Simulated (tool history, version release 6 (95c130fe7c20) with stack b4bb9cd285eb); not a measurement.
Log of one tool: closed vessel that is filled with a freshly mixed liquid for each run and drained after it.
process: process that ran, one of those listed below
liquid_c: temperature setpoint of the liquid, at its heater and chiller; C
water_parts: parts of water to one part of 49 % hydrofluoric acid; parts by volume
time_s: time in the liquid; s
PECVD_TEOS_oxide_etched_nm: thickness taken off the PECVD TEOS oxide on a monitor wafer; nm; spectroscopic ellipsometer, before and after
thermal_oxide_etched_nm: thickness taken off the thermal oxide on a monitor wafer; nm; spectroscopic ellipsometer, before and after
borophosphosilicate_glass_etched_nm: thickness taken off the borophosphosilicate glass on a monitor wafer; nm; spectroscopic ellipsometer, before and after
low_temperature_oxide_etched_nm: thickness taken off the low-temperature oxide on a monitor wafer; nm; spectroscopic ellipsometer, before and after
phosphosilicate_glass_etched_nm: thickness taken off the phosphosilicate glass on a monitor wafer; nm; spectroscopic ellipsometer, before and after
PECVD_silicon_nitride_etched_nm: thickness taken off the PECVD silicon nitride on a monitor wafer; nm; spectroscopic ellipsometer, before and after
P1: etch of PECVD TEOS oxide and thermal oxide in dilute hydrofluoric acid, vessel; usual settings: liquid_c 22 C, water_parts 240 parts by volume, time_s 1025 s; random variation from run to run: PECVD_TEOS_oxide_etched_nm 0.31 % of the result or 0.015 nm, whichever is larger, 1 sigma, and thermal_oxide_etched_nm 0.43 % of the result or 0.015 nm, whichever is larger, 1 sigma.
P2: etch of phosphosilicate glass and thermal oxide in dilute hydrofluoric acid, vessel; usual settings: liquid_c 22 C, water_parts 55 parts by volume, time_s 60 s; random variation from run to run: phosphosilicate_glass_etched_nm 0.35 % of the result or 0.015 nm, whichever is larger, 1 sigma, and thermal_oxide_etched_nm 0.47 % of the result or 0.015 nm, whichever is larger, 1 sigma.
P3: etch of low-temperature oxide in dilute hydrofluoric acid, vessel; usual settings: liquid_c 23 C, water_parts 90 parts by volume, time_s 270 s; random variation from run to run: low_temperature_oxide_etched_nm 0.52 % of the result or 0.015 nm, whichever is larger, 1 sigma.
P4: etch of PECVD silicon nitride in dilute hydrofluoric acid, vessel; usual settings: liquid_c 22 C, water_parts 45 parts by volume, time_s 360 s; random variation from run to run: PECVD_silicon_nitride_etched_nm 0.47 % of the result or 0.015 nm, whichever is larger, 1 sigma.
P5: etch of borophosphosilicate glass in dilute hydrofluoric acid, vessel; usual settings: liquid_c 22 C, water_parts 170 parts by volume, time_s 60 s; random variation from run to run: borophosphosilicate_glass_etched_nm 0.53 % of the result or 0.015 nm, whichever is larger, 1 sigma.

run,hour,process,liquid_c,water_parts,time_s,hours since the thermometer was replaced,hours since the hydrofluoric acid flow meter was replaced,PECVD_TEOS_oxide_etched_nm,thermal_oxide_etched_nm,borophosphosilicate_glass_etched_nm,low_temperature_oxide_etched_nm,phosphosilicate_glass_etched_nm,PECVD_silicon_nitride_etched_nm
1,9.1,P1,22,240,1025,723,829.4,33.099,16.064,,,,
2,17.9,P5,22,35,60,731.8,838.2,,,104.17,,,
3,27.7,P1,22,415,240,741.6,848,3.8069,1.8696,,,,
4,38.8,P1,22,240,1025,752.7,859.1,32.951,16.096,,,,
5,44.5,P1,22,130,1025,758.4,864.8,68.341,33.4,,,,
6,56.3,P5,22,170,30,770.2,876.6,,,9.1458,,,
7,62,P3,23,90,530,775.9,882.3,,,,61.128,,
8,67.4,P1,17,240,1025,781.3,887.7,27.226,13.271,,,,
9,78,P1,22,240,170,791.9,898.3,5.4608,2.6557,,,,
10,87.2,P3,23,150,270,801.1,907.5,,,,17.459,,
11,99.2,P3,26.5,90,270,813.1,919.5,,,,35.55,,
12,110.1,P5,30,170,60,824,930.4,,,24.5,,,
13,116.7,P5,22,170,60,830.6,937,,,18.266,,,
14,127.8,P3,23,90,270,841.7,948.1,,,,31.127,,
15,133.5,P2,22,55,60,847.4,953.8,,5.4273,,,96.728,
16,139.4,P1,22,240,1025,853.3,959.7,33.266,15.994,,,,
17,150.1,P4,22,45,675,864,970.4,,,,,,60.999
18,160.6,P2,22,55,30,874.5,980.9,,2.709,,,48.162,
19,172.4,P4,22,60,360,886.3,992.7,,,,,,24.715
20,179.1,P4,22,45,360,893,999.4,,,,,,32.692
21,190.6,P2,22,100,60,904.5,1010.9,,2.8045,,,49.691,
22,199.3,P1,27,240,1025,913.2,1019.6,39.456,19.26,,,,
23,204.6,P1,22,240,1025,918.5,1024.9,33.134,16.1,,,,
24,210.5,P1,22,240,1850,924.4,1030.8,59.766,28.773,,,,
25,221.4,P2,29.5,55,60,935.3,1041.7,,7.3323,,,129.96,
26,229.5,P1,22,340,1025,943.4,1049.8,21.288,10.282,,,,
27,236.8,P1,22,405,1755,950.7,1057.1,28.821,13.994,,,,
28,242,P4,17,45,360,955.9,1062.3,,,,,,23.023
29,248.8,P1,22,240,1025,962.7,1069.1,33.296,16.025,,,,
30,260.2,P1,22,240,1025,974.1,1080.5,31.699,15.325,,,,
31,267.4,P1,22,240,1025,981.3,1087.7,31.417,15.187,,,,
32,273.3,P1,22,240,1025,987.2,1093.6,31.173,15.117,,,,
33,281.6,P1,22,240,1025,995.5,1101.9,31.118,15.153,,,,
34,287.9,P1,22,240,1025,1001.8,1108.2,30.966,15.039,,,,
35,296.2,P1,22,240,1025,1010.1,1116.5,31.097,15.088,,,,

What P1 gives has crept away from where it was. These 2 causes fit the log equally well, each at the size given:
A: hydrofluoric acid flow below the setpoint (%) = 5.11
B: liquid colder than its thermometer reads (K) = 1.75
The creep began at about hour 248.8.

4 check runs are offered, one wafer each, their results left as question marks. Which one tells the causes apart?
check 1,304.5,P4,22,60,560,,,,,,,,?
check 2,304.5,P5,29.5,170,60,,,,,?,,,
check 3,304.5,P2,29.5,95,60,,,,?,,,?,
check 4,304.5,P3,23,140,515,,,,,,?,,

What each check would give under each cause:
check,result,if A,if B
check 1,PECVD_silicon_nitride_etched_nm,36.498,34.073
check 2,borophosphosilicate_glass_etched_nm,22.558,22.582
check 3,thermal_oxide_etched_nm,3.7858,3.7591
check 3,phosphosilicate_glass_etched_nm,66.937,66.466
check 4,low_temperature_oxide_etched_nm,33.631,33.373
How far apart the two closest causes lie, in the result that separates them most: check 1 6.88 %; check 2 0.11 %; check 3 0.71 %; check 4 0.77 %
Check 1 tells the causes apart: in the others they would give nearly the same result.

Check 1 was then run and gave: PECVD_silicon_nitride_etched_nm 36.461 nm. Which cause is it?

It is A: hydrofluoric acid flow below the setpoint (%).

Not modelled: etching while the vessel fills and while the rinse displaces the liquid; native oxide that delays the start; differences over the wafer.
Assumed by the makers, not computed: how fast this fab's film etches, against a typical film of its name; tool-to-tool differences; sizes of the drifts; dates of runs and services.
